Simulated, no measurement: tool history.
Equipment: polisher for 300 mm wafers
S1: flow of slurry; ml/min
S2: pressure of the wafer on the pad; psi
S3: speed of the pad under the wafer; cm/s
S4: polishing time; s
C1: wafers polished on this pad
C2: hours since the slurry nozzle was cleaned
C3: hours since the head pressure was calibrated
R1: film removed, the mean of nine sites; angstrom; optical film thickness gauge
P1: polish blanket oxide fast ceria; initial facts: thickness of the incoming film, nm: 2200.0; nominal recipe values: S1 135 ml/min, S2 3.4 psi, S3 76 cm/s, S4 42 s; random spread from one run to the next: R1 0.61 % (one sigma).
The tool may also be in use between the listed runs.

Run 1, day 0.354: S1 135 ml/min, S2 3.4 psi, S3 76 cm/s, S4 42 s; C1 363; C2 181.3; C3 267.2. Result: R1 5060.4 angstrom.
Run 2, day 0.612: S1 135 ml/min, S2 3.4 psi, S3 76 cm/s, S4 42 s; C1 425; C2 187.5; C3 273.4. Result: R1 5081.2 angstrom.
Run 3, day 0.804: S1 80 ml/min, S2 3.4 psi, S3 76 cm/s, S4 42 s; C1 470; C2 192.1; C3 278.0. Result: R1 4416.4 angstrom.
Run 4, day 1.050: S1 135 ml/min, S2 1.8 psi, S3 76 cm/s, S4 42 s; C1 529; C2 198.0; C3 283.9. Result: R1 2660.8 angstrom.
Run 5, day 1.354: S1 135 ml/min, S2 3.4 psi, S3 76 cm/s, S4 42 s; C1 602; C2 205.3; C3 291.2. Result: R1 5065.5 angstrom.
Run 6, day 1.571: S1 135 ml/min, S2 3.4 psi, S3 76 cm/s, S4 63 s; C1 654; C2 210.5; C3 296.4. Result: R1 7570.0 angstrom.
Run 7, day 1.733: S1 135 ml/min, S2 3.4 psi, S3 76 cm/s, S4 42 s; C1 692; C2 214.4; C3 300.3. Result: R1 5068.2 angstrom.
Run 8, day 2.067: S1 135 ml/min, S2 3.4 psi, S3 116 cm/s, S4 42 s; C1 772; C2 222.4; C3 308.3. Result: R1 7656.5 angstrom.
Run 9, day 2.271: S1 135 ml/min, S2 3.4 psi, S3 48 cm/s, S4 42 s; C1 821; C2 227.3; C3 313.2. Result: R1 3192.5 angstrom.
Run 10, day 2.479: S1 135 ml/min, S2 3.4 psi, S3 76 cm/s, S4 42 s; C1 871; C2 232.3; C3 318.2. Result: R1 4992.3 angstrom.
At day 2.538: slurry nozzle cleaned.
Run 11, day 2.783: S1 135 ml/min, S2 3.4 psi, S3 76 cm/s, S4 21 s; C1 943; C2 6.0; C3 325.5. Result: R1 2522.6 angstrom.
Run 12, day 2.967: S1 135 ml/min, S2 3.4 psi, S3 76 cm/s, S4 42 s; C1 987; C2 10.4; C3 329.9. Result: R1 5044.2 angstrom.
At day 2.996: head pressure recalibrated.
Run 13, day 3.150: S1 135 ml/min, S2 1.8 psi, S3 76 cm/s, S4 19 s; C1 1031; C2 14.8; C3 3.8. Result: R1 1209.5 angstrom.
Run 14, day 3.379: S1 135 ml/min, S2 3.4 psi, S3 76 cm/s, S4 42 s; C1 1086; C2 20.3; C3 9.3. Result: R1 5107.7 angstrom.
Run 15, day 3.725: S1 195 ml/min, S2 3.4 psi, S3 76 cm/s, S4 42 s; C1 1168; C2 28.6; C3 17.6. Result: R1 5346.9 angstrom.
Run 16, day 4.042: S1 135 ml/min, S2 5.3 psi, S3 76 cm/s, S4 42 s; C1 1244; C2 36.2; C3 25.2. Result: R1 7903.0 angstrom.
Run 17, day 4.242: S1 135 ml/min, S2 3.4 psi, S3 114 cm/s, S4 57 s; C1 1292; C2 41.0; C3 30.0. Result: R1 10252.0 angstrom.
Run 18, day 4.492: S1 135 ml/min, S2 3.4 psi, S3 76 cm/s, S4 42 s; C1 1352; C2 47.0; C3 36.0. Result: R1 5047.2 angstrom.
Run 19, day 4.738: S1 135 ml/min, S2 3.4 psi, S3 76 cm/s, S4 42 s; C1 1410; C2 52.9; C3 41.9. Result: R1 4898.3 angstrom.
Run 20, day 5.062: S1 135 ml/min, S2 3.4 psi, S3 76 cm/s, S4 42 s; C1 1488; C2 60.7; C3 49.7. Result: R1 4761.3 angstrom.
Run 21, day 5.242: S1 135 ml/min, S2 3.4 psi, S3 76 cm/s, S4 42 s; C1 1531; C2 65.0; C3 54.0. Result: R1 4677.7 angstrom.
At day 5.342: head pressure recalibrated.
Run 22, day 5.504: S1 135 ml/min, S2 3.4 psi, S3 76 cm/s, S4 42 s; C1 1593; C2 71.3; C3 4.0. Result: R1 4570.6 angstrom.
Run 23, day 5.767: S1 135 ml/min, S2 3.4 psi, S3 76 cm/s, S4 42 s; C1 1656; C2 77.6; C3 10.3. Result: R1 4524.9 angstrom.
Run 24, day 6.042: S1 135 ml/min, S2 3.4 psi, S3 76 cm/s, S4 42 s; C1 1722; C2 84.2; C3 16.9. Result: R1 4530.1 angstrom.
Run 25, day 6.329: S1 135 ml/min, S2 3.4 psi, S3 76 cm/s, S4 42 s; C1 1791; C2 91.1; C3 23.8. Result: R1 4502.2 angstrom.
Run 26, day 6.692: S1 135 ml/min, S2 3.4 psi, S3 76 cm/s, S4 42 s; C1 1877; C2 99.8; C3 32.5. Result: R1 4496.8 angstrom.

P1 no longer gives what it gave before; its output has crept away from where it was. The following 2 causes, each at its listed size, fit the log equally well:
A: removal rate lost through wear of the pad, % = 10.8
B: slurry flow missing at the pad, % = 38.1
The drift started at roughly day 4.492.
All other causes, with the reason each is excluded:
head's pressure below its setpoint, %: its service at day 5.342 followed the start of the drift and did not put the process back to its old value

Which of the 4 check runs listed below separates the causes, so that each cause would produce a clearly different result? Each run uses one wafer, and its results are marked with question marks.
Run check 1, day 7.054: S1 80 ml/min, S2 4.4 psi, S3 76 cm/s, S4 42 s. Result: R1 ?.
Run check 2, day 7.054: S1 135 ml/min, S2 3.4 psi, S3 110 cm/s, S4 42 s. Result: R1 ?.
Run check 3, day 7.054: S1 135 ml/min, S2 1.9 psi, S3 76 cm/s, S4 24 s. Result: R1 ?.
Run check 4, day 7.054: S1 135 ml/min, S2 4.8 psi, S3 112 cm/s, S4 42 s. Result: R1 ?.

What every check run would give for each of its results, assuming each possible cause in turn:
  check  result    if A    if B
check 1      R1  5127.9  4809.4
check 2      R1  6515.3  6513.6
check 3      R1  1437.4  1437.1
check 4      R1  9365.3  9362.9
Smallest distance between any two causes, each pair judged by its most separating result, in per cent: check 1 6.41 %; check 2 0.03 %; check 3 0.03 %; check 4 0.03 %
Check 1 tells the causes apart: in the others they would give nearly the same result.

After running check 1, the following was obtained: R1 4786.0 angstrom. Which cause does this point to?

Of the candidate causes, it is B: slurry flow missing at the pad, %.

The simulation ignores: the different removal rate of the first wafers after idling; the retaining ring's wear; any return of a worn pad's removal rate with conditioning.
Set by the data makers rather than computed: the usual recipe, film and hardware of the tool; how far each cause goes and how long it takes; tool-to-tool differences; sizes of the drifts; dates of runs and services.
